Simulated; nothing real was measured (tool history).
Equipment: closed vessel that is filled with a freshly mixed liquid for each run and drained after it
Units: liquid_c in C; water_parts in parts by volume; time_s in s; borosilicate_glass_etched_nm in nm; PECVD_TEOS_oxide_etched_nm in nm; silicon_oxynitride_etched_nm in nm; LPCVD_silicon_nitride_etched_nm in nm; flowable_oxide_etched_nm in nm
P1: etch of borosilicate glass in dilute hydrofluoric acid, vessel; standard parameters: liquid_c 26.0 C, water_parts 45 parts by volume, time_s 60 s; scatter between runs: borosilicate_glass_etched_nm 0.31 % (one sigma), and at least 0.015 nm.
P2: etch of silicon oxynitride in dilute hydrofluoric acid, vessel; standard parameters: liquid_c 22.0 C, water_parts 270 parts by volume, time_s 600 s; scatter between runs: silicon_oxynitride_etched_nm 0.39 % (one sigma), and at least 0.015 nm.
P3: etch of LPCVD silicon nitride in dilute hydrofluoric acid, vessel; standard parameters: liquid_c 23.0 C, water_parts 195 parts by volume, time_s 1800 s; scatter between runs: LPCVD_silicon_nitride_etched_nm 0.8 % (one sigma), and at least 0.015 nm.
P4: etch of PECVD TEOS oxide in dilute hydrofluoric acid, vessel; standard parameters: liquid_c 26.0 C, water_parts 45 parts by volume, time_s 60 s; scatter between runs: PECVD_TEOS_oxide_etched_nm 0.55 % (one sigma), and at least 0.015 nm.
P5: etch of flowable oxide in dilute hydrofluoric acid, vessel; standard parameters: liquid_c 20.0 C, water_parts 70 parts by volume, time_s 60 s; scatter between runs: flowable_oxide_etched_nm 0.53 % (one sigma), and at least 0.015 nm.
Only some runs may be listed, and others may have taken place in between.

| run | hour | process | liquid_c | water_parts | time_s | borosilicate_glass_etched_nm | PECVD_TEOS_oxide_etched_nm | silicon_oxynitride_etched_nm | LPCVD_silicon_nitride_etched_nm | flowable_oxide_etched_nm |
|---|---|---|---|---|---|---|---|---|---|---|
| 1 | 6.7 | P1 | 26.0 | 45 | 60 | 88.123 |  |  |  |  |
| 2 | 13.0 | P4 | 26.0 | 45 | 60 |  | 30.140 |  |  |  |
| 3 | 25.4 | P2 | 22.0 | 270 | 600 |  |  | 7.3223 |  |  |
| 4 | 37.2 | P1 | 26.0 | 45 | 60 | 88.007 |  |  |  |  |
| 5 | 50.3 | P1 | 26.0 | 45 | 60 | 87.946 |  |  |  |  |
| 6 | 57.1 | P1 | 26.0 | 25 | 60 | 163.100 |  |  |  |  |
| 7 | 67.1 | P1 | 32.0 | 45 | 30 | 55.871 |  |  |  |  |
| 8 | 80.2 | P4 | 26.0 | 45 | 60 |  | 30.077 |  |  |  |
| 9 | 87.1 | P4 | 30.5 | 45 | 60 |  | 36.297 |  |  |  |
| 10 | 95.3 | P1 | 33.0 | 45 | 60 | 115.280 |  |  |  |  |
| 11 | 107.7 | P1 | 26.0 | 45 | 85 | 124.400 |  |  |  |  |
| 12 | 114.0 | P3 | 23.0 | 195 | 3515 |  |  |  | 6.4435 |  |
| 13 | 125.2 | P2 | 22.0 | 490 | 600 |  |  | 3.5186 |  |  |
| 14 | 132.5 | P3 | 23.0 | 60 | 1800 |  |  |  | 10.4070 |  |
| 15 | 144.8 | P5 | 20.0 | 70 | 60 |  |  |  |  | 47.637 |
| 16 | 157.2 | P5 | 20.0 | 70 | 95 |  |  |  |  | 74.766 |
| 17 | 168.2 | P5 | 20.0 | 40 | 60 |  |  |  |  | 86.288 |
| 18 | 180.3 | P1 | 26.0 | 65 | 60 | 59.302 |  |  |  |  |
|  | 183.0 | hydrofluoric acid flow meter replaced |
| 19 | 192.9 | P4 | 26.0 | 20 | 60 |  | 69.932 |  |  |  |
| 20 | 201.2 | P1 | 26.0 | 45 | 30 | 43.725 |  |  |  |  |
| 21 | 207.4 | P5 | 20.0 | 70 | 60 |  |  |  |  | 47.372 |
| 22 | 218.6 | P3 | 23.0 | 195 | 1800 |  |  |  | 3.3060 |  |
| 23 | 224.5 | P1 | 19.0 | 45 | 60 | 65.088 |  |  |  |  |
| 24 | 236.6 | P1 | 26.0 | 45 | 60 | 87.957 |  |  |  |  |
| 25 | 245.1 | P1 | 26.0 | 45 | 60 | 87.997 |  |  |  |  |
| 26 | 251.3 | P3 | 23.0 | 195 | 1800 |  |  |  | 3.3194 |  |
| 27 | 260.0 | P2 | 28.5 | 270 | 600 |  |  | 9.5838 |  |  |
|  | 262.1 | thermometer replaced |
| 28 | 269.6 | P1 | 26.0 | 45 | 60 | 87.740 |  |  |  |  |
| 29 | 275.9 | P3 | 17.0 | 195 | 1800 |  |  |  | 2.2249 |  |
| 30 | 289.3 | P2 | 22.0 | 270 | 600 |  |  | 7.3642 |  |  |
| 31 | 299.5 | P2 | 22.0 | 270 | 55 |  |  | 0.6711 |  |  |
| 32 | 311.9 | P5 | 17.0 | 70 | 60 |  |  |  |  | 41.540 |
| 33 | 321.2 | P4 | 26.0 | 45 | 30 |  | 15.097 |  |  |  |
| 34 | 330.5 | P1 | 26.0 | 45 | 60 | 87.703 |  |  |  |  |
| 35 | 341.8 | P1 | 26.0 | 45 | 60 | 84.405 |  |  |  |  |
| 36 | 348.6 | P1 | 26.0 | 45 | 60 | 82.393 |  |  |  |  |
| 37 | 357.6 | P1 | 26.0 | 45 | 60 | 81.568 |  |  |  |  |
| 38 | 367.3 | P1 | 26.0 | 45 | 60 | 80.459 |  |  |  |  |
| 39 | 374.5 | P1 | 26.0 | 45 | 60 | 80.525 |  |  |  |  |
| 40 | 380.9 | P1 | 26.0 | 45 | 60 | 80.614 |  |  |  |  |
| 41 | 386.9 | P1 | 26.0 | 45 | 60 | 79.739 |  |  |  |  |
| 42 | 393.4 | P1 | 26.0 | 45 | 60 | 79.673 |  |  |  |  |

For run 43, what comes out?
| 43 | 400.3 | P1 | 26.0 | 45 | 60 | ? |  |  |  |  |

Run 43 produced borosilicate_glass_etched_nm 79.853 nm.
